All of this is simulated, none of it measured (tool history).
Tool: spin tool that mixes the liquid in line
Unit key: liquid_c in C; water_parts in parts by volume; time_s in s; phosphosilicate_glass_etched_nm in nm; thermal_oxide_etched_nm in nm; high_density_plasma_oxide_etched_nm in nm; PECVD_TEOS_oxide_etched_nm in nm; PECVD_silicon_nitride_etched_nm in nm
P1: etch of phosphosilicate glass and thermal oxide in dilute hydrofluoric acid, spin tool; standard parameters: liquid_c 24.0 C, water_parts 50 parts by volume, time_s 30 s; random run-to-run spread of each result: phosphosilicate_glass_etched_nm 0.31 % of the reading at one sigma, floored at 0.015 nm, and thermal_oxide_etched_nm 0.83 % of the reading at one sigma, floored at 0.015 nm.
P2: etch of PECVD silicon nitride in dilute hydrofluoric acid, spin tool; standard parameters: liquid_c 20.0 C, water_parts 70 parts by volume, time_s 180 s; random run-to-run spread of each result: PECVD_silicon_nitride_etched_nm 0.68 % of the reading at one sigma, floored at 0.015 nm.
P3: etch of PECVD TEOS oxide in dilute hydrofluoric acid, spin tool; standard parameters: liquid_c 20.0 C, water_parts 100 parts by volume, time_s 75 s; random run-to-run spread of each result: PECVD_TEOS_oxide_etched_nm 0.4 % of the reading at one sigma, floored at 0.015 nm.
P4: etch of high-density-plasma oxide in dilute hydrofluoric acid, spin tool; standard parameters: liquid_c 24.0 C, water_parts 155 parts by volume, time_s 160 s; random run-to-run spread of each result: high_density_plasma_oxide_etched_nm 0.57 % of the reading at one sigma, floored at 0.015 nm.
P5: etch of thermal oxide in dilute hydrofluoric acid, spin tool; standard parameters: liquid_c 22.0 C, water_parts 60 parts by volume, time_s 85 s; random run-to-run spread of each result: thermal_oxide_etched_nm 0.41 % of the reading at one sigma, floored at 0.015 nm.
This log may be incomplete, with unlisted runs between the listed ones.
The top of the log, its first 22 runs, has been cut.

run,hour,process,liquid_c,water_parts,time_s,phosphosilicate_glass_etched_nm,thermal_oxide_etched_nm,high_density_plasma_oxide_etched_nm,PECVD_TEOS_oxide_etched_nm,PECVD_silicon_nitride_etched_nm
23,278.9,P2,20.0,70,180,,,,,3.2745
24,296.5,P2,20.0,70,270,,,,,4.8793
25,309.1,P1,24.0,80,30,47.204,1.9388,,,
26,324.2,P4,17.0,155,160,,,3.7268,,
27,335.9,P5,17.0,60,85,,5.0287,,,
28,350.9,P5,22.0,100,85,,3.5766,,,
29,366.7,P1,17.0,50,50,97.587,3.9721,,,
30,377.0,P1,24.0,20,30,203.450,8.3041,,,
31,385.8,P3,20.0,100,75,,,,5.3856,

What does the tool deliver on the next run?
32,399.4,P1,24.0,50,30,?,?,,,

Run 32 yielded phosphosilicate_glass_etched_nm 78.179 nm, thermal_oxide_etched_nm 3.2468 nm.
